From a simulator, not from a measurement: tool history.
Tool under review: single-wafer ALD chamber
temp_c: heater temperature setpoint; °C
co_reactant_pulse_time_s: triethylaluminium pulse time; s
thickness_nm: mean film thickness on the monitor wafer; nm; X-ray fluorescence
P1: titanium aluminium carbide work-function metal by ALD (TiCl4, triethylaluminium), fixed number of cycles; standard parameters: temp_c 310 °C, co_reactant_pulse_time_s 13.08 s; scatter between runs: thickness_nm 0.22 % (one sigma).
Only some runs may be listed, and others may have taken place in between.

run   hour  temp_c  co_reactant_pulse_time_s  hours since the last thermocouple change  hours since the last triethylaluminium bottle change  thickness_nm
  1    9.4     310                     13.08                                     497.9                                                 617.2        2.1962
  2   15.9     310                     18.62                                     504.4                                                 623.7        2.2190
  3   26.9     310                     13.08                                     515.4                                                 634.7        2.1918
  4   37.1     288                     13.08                                     525.6                                                 644.9        1.9934
  5   47.1     310                     13.08                                     535.6                                                 654.9        2.2044
  6   56.5     310                     13.08                                     545.0                                                 664.3        2.2005
  7   69.7     310                     13.08                                     558.2                                                 677.5        2.1877
  8   82.8     327                     13.08                                     571.3                                                 690.6        2.3492
  9   91.6     288                     21.28                                     580.1                                                 699.4        2.0080
 10  100.9     310                      4.32                                     589.4                                                 708.7        1.7190
 11  108.9     310                     13.08                                     597.4                                                 716.7        2.1984
 12  116.1     310                     13.08                                     604.6                                                 723.9        2.1897
 13  124.0     310                     13.08                                     612.5                                                 731.8        2.1862

Run 14 has not been measured yet. What should we expect?
 14  136.1     310                     13.08                                     624.6                                                 743.9             ?

{"run 14": {"thickness_nm": 2.1598}}

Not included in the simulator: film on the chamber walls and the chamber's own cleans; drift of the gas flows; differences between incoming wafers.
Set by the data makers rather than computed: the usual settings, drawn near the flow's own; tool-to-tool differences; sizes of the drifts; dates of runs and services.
